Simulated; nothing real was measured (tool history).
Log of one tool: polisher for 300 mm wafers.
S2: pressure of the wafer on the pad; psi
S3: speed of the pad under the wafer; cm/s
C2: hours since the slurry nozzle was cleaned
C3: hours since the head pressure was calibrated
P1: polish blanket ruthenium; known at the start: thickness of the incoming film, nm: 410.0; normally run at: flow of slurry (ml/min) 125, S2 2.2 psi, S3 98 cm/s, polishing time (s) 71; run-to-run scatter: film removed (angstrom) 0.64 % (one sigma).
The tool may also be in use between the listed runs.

Run 1, hour 5.7: flow of slurry (ml/min) 125, S2 2.2 psi, S3 98 cm/s, polishing time (s) 71; wafers polished on this pad 379; C2 88.7; C3 271.6. Result: film removed (angstrom) 1010.4.
Run 2, hour 12.1: flow of slurry (ml/min) 125, S2 2.2 psi, S3 98 cm/s, polishing time (s) 71; wafers polished on this pad 449; C2 95.1; C3 278. Result: film removed (angstrom) 1023.2.
At hour 16.5: head pressure recalibrated.
Run 3, hour 17.6: flow of slurry (ml/min) 125, S2 2.2 psi, S3 98 cm/s, polishing time (s) 42; wafers polished on this pad 510; C2 100.6; C3 1.2. Result: film removed (angstrom) 601.72.
Run 4, hour 27.8: flow of slurry (ml/min) 125, S2 2.2 psi, S3 98 cm/s, polishing time (s) 71; wafers polished on this pad 622; C2 110.8; C3 11.4. Result: film removed (angstrom) 1008.9.
Run 5, hour 35.2: flow of slurry (ml/min) 125, S2 2.2 psi, S3 124 cm/s, polishing time (s) 45; wafers polished on this pad 703; C2 118.2; C3 18.8. Result: film removed (angstrom) 821.64.
Run 6, hour 44.3: flow of slurry (ml/min) 125, S2 3.2 psi, S3 98 cm/s, polishing time (s) 71; wafers polished on this pad 804; C2 127.3; C3 27.9. Result: film removed (angstrom) 1484.1.
At hour 53: slurry nozzle cleaned.
Run 7, hour 53.1: flow of slurry (ml/min) 125, S2 2.2 psi, S3 98 cm/s, polishing time (s) 99; wafers polished on this pad 900; C2 0.1; C3 36.7. Result: film removed (angstrom) 1422.5.
Run 8, hour 58.6: flow of slurry (ml/min) 125, S2 2.2 psi, S3 46 cm/s, polishing time (s) 71; wafers polished on this pad 961; C2 5.6; C3 42.2. Result: film removed (angstrom) 477.17.
Run 9, hour 63.7: flow of slurry (ml/min) 125, S2 2.2 psi, S3 98 cm/s, polishing time (s) 71; wafers polished on this pad 1017; C2 10.7; C3 47.3. Result: film removed (angstrom) 1015.
Run 10, hour 74.1: flow of slurry (ml/min) 125, S2 1.1 psi, S3 98 cm/s, polishing time (s) 71; wafers polished on this pad 1132; C2 21.1; C3 57.7. Result: film removed (angstrom) 505.93.
Run 11, hour 83.9: flow of slurry (ml/min) 125, S2 2.2 psi, S3 98 cm/s, polishing time (s) 71; wafers polished on this pad 1240; C2 30.9; C3 67.5. Result: film removed (angstrom) 1014.4.
Run 12, hour 94.1: flow of slurry (ml/min) 125, S2 2.2 psi, S3 144 cm/s, polishing time (s) 71; wafers polished on this pad 1352; C2 41.1; C3 77.7. Result: film removed (angstrom) 1497.6.
Run 13, hour 101.4: flow of slurry (ml/min) 125, S2 2.8 psi, S3 98 cm/s, polishing time (s) 41; wafers polished on this pad 1432; C2 48.4; C3 85. Result: film removed (angstrom) 749.88.
Run 14, hour 108.7: flow of slurry (ml/min) 170, S2 2.2 psi, S3 98 cm/s, polishing time (s) 71; wafers polished on this pad 1513; C2 55.7; C3 92.3. Result: film removed (angstrom) 1071.3.
Run 15, hour 116.4: flow of slurry (ml/min) 125, S2 2.2 psi, S3 98 cm/s, polishing time (s) 71; wafers polished on this pad 1597; C2 63.4; C3 100. Result: film removed (angstrom) 1021.5.
Run 16, hour 123.1: flow of slurry (ml/min) 75, S2 2.2 psi, S3 98 cm/s, polishing time (s) 71; wafers polished on this pad 1671; C2 70.1; C3 106.7. Result: film removed (angstrom) 888.02.
Run 17, hour 130.1: flow of slurry (ml/min) 125, S2 2.2 psi, S3 98 cm/s, polishing time (s) 71; wafers polished on this pad 1748; C2 77.1; C3 113.7. Result: film removed (angstrom) 1014.4.
Run 18, hour 138: flow of slurry (ml/min) 125, S2 2.2 psi, S3 98 cm/s, polishing time (s) 71; wafers polished on this pad 1835; C2 85; C3 121.6. Result: film removed (angstrom) 981.81.
Run 19, hour 145.9: flow of slurry (ml/min) 125, S2 2.2 psi, S3 98 cm/s, polishing time (s) 71; wafers polished on this pad 1922; C2 92.9; C3 129.5. Result: film removed (angstrom) 970.6.
Run 20, hour 153: flow of slurry (ml/min) 125, S2 2.2 psi, S3 98 cm/s, polishing time (s) 71; wafers polished on this pad 2001; C2 100; C3 136.6. Result: film removed (angstrom) 955.62.
Run 21, hour 158.5: flow of slurry (ml/min) 125, S2 2.2 psi, S3 98 cm/s, polishing time (s) 71; wafers polished on this pad 2061; C2 105.5; C3 142.1. Result: film removed (angstrom) 942.97.
Run 22, hour 168.4: flow of slurry (ml/min) 125, S2 2.2 psi, S3 98 cm/s, polishing time (s) 71; wafers polished on this pad 2170; C2 115.4; C3 152. Result: film removed (angstrom) 932.76.
At hour 174.4: worn pad replaced by a new one.
Run 23, hour 178: flow of slurry (ml/min) 125, S2 2.2 psi, S3 98 cm/s, polishing time (s) 71; wafers polished on this pad 40; C2 125; C3 161.6. Result: film removed (angstrom) 928.96.

Forecast run 24:
Run 24, hour 184.7: flow of slurry (ml/min) 125, S2 2.2 psi, S3 98 cm/s, polishing time (s) 71; wafers polished on this pad 114; C2 131.7; C3 168.3. Result: film removed (angstrom) ?.

Run 24 gave film removed (angstrom) 924.43.
